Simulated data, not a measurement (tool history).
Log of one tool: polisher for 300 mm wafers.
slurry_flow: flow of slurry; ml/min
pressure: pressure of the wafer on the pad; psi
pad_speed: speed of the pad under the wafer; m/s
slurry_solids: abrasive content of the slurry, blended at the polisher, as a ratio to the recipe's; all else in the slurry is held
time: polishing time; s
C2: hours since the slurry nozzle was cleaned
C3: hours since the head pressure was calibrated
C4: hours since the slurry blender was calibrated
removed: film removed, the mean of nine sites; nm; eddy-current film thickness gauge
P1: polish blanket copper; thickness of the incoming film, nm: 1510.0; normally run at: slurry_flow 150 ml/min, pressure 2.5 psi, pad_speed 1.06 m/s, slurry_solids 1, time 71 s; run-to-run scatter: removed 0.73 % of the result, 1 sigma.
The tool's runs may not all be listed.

run 1 hour=10.4 | slurry_flow=150 pressure=2.5 pad_speed=1.06 slurry_solids=1 time=71 | wafers_polished_on_this_pad=840 C2=88.2 C3=693.7 C4=292.9 | removed=165.78
run 2 hour=18.8 | slurry_flow=225 pressure=2.5 pad_speed=1.06 slurry_solids=1 time=71 | wafers_polished_on_this_pad=929 C2=96.6 C3=702.1 C4=301.3 | removed=178.44
-- hour=29.1 slurry nozzle cleaned
run 3 hour=30 | slurry_flow=150 pressure=2.5 pad_speed=1.06 slurry_solids=1 time=97 | wafers_polished_on_this_pad=1046 C2=1 C3=713.3 C4=312.5 | removed=230.41
run 4 hour=40.9 | slurry_flow=150 pressure=2.5 pad_speed=1.06 slurry_solids=1 time=71 | wafers_polished_on_this_pad=1160 C2=11.9 C3=724.2 C4=323.4 | removed=168
run 5 hour=50.7 | slurry_flow=150 pressure=2.5 pad_speed=1.06 slurry_solids=1 time=71 | wafers_polished_on_this_pad=1263 C2=21.7 C3=734 C4=333.2 | removed=167.39
run 6 hour=61.4 | slurry_flow=150 pressure=1.7 pad_speed=1.06 slurry_solids=1 time=71 | wafers_polished_on_this_pad=1375 C2=32.4 C3=744.7 C4=343.9 | removed=115.54
run 7 hour=73.7 | slurry_flow=150 pressure=2.5 pad_speed=1.06 slurry_solids=1 time=71 | wafers_polished_on_this_pad=1504 C2=44.7 C3=757 C4=356.2 | removed=166.6
-- hour=78.9 slurry blender recalibrated
run 8 hour=84 | slurry_flow=190 pressure=2.5 pad_speed=1.06 slurry_solids=0.75 time=71 | wafers_polished_on_this_pad=1612 C2=55 C3=767.3 C4=5.2 | removed=164.2
run 9 hour=91.6 | slurry_flow=150 pressure=2.5 pad_speed=1.06 slurry_solids=1 time=71 | wafers_polished_on_this_pad=1692 C2=62.6 C3=774.9 C4=12.8 | removed=166.29
run 10 hour=104.5 | slurry_flow=90 pressure=2.5 pad_speed=1.06 slurry_solids=1 time=71 | wafers_polished_on_this_pad=1827 C2=75.5 C3=787.8 C4=25.7 | removed=149.74
run 11 hour=112.8 | slurry_flow=150 pressure=2.5 pad_speed=1.06 slurry_solids=1 time=71 | wafers_polished_on_this_pad=1914 C2=83.8 C3=796.1 C4=34 | removed=166.98
run 12 hour=122.7 | slurry_flow=150 pressure=2.5 pad_speed=1.06 slurry_solids=1 time=71 | wafers_polished_on_this_pad=2018 C2=93.7 C3=806 C4=43.9 | removed=166.14
run 13 hour=136.5 | slurry_flow=115 pressure=2.5 pad_speed=1.06 slurry_solids=1.45 time=71 | wafers_polished_on_this_pad=2163 C2=107.5 C3=819.8 C4=57.7 | removed=172.69
run 14 hour=149.7 | slurry_flow=150 pressure=2.5 pad_speed=0.48 slurry_solids=1 time=71 | wafers_polished_on_this_pad=2301 C2=120.7 C3=833 C4=70.9 | removed=76.126
run 15 hour=156.8 | slurry_flow=150 pressure=3.3 pad_speed=1.06 slurry_solids=1 time=71 | wafers_polished_on_this_pad=2376 C2=127.8 C3=840.1 C4=78 | removed=220.93
run 16 hour=166.1 | slurry_flow=150 pressure=2.5 pad_speed=1.68 slurry_solids=1 time=71 | wafers_polished_on_this_pad=2473 C2=137.1 C3=849.4 C4=87.3 | removed=264.34
run 17 hour=179.5 | slurry_flow=150 pressure=2.5 pad_speed=1.06 slurry_solids=1 time=37 | wafers_polished_on_this_pad=2614 C2=150.5 C3=862.8 C4=100.7 | removed=88.36
run 18 hour=192.5 | slurry_flow=150 pressure=2.5 pad_speed=1.06 slurry_solids=0.55 time=71 | wafers_polished_on_this_pad=2750 C2=163.5 C3=875.8 C4=113.7 | removed=149.99
run 19 hour=199.7 | slurry_flow=150 pressure=2.5 pad_speed=1.06 slurry_solids=1.25 time=71 | wafers_polished_on_this_pad=2826 C2=170.7 C3=883 C4=120.9 | removed=174.92
run 20 hour=212.3 | slurry_flow=150 pressure=2.5 pad_speed=1.06 slurry_solids=1 time=71 | wafers_polished_on_this_pad=2958 C2=183.3 C3=895.6 C4=133.5 | removed=167.14
run 21 hour=218.4 | slurry_flow=150 pressure=2.5 pad_speed=1.06 slurry_solids=1 time=71 | wafers_polished_on_this_pad=3022 C2=189.4 C3=901.7 C4=139.6 | removed=160.45
run 22 hour=229.6 | slurry_flow=150 pressure=2.5 pad_speed=1.06 slurry_solids=1 time=71 | wafers_polished_on_this_pad=3139 C2=200.6 C3=912.9 C4=150.8 | removed=155.94
-- hour=238.7 head pressure recalibrated
run 23 hour=239.7 | slurry_flow=150 pressure=2.5 pad_speed=1.06 slurry_solids=1 time=71 | wafers_polished_on_this_pad=3245 C2=210.7 C3=1 C4=160.9 | removed=151.14
-- hour=239.8 slurry blender recalibrated
run 24 hour=248.9 | slurry_flow=150 pressure=2.5 pad_speed=1.06 slurry_solids=1 time=71 | wafers_polished_on_this_pad=3342 C2=219.9 C3=10.2 C4=9.1 | removed=151.3
run 25 hour=256.3 | slurry_flow=150 pressure=2.5 pad_speed=1.06 slurry_solids=1 time=71 | wafers_polished_on_this_pad=3419 C2=227.3 C3=17.6 C4=16.5 | removed=151.71
run 26 hour=263.4 | slurry_flow=150 pressure=2.5 pad_speed=1.06 slurry_solids=1 time=71 | wafers_polished_on_this_pad=3494 C2=234.4 C3=24.7 C4=23.6 | removed=150.64

What P1 gives has crept away from where it was. These 2 causes fit the log equally well, each at the size given:
A: slurry flow missing at the pad, % = 36.6
B: removal rate lost through wear of the pad, % = 9.3
The creep began at about hour 212.3.
Why every other cause is out:
head's pressure below its setpoint, %: serviced at hour 238.7, which brought nothing back
abrasive missing from the slurry, %: serviced at hour 239.8, which brought nothing back

4 check runs are offered, each on 5 wafers whose results are averaged, their results left as question marks. Which one tells the causes apart?
run check 1 hour=270.5 | slurry_flow=150 pressure=2.5 pad_speed=1.06 slurry_solids=0.6 time=71 | removed=?
run check 2 hour=270.5 | slurry_flow=150 pressure=2.5 pad_speed=1.54 slurry_solids=1 time=71 | removed=?
run check 3 hour=270.5 | slurry_flow=210 pressure=2.5 pad_speed=1.06 slurry_solids=1 time=71 | removed=?
run check 4 hour=270.5 | slurry_flow=150 pressure=1.8 pad_speed=1.06 slurry_solids=0.75 time=71 | removed=?

What each check would give under each cause:
check=check_1 result=removed if_A=136.61 if_B=136.62
check=check_2 result=removed if_A=220.69 if_B=220.7
check=check_3 result=removed if_A=163.88 if_B=159.71
check=check_4 result=removed if_A=102.94 if_B=102.95
How far apart the two closest causes lie, in the result that separates them most: check 1 0.01 %; check 2 0.01 %; check 3 2.58 %; check 4 0.01 %
Only check 3 tells the causes apart: in the others they would give nearly the same result.

Then check 3 was run and gave: removed 159.22 nm. Which cause is it?

It is B: removal rate lost through wear of the pad, %.

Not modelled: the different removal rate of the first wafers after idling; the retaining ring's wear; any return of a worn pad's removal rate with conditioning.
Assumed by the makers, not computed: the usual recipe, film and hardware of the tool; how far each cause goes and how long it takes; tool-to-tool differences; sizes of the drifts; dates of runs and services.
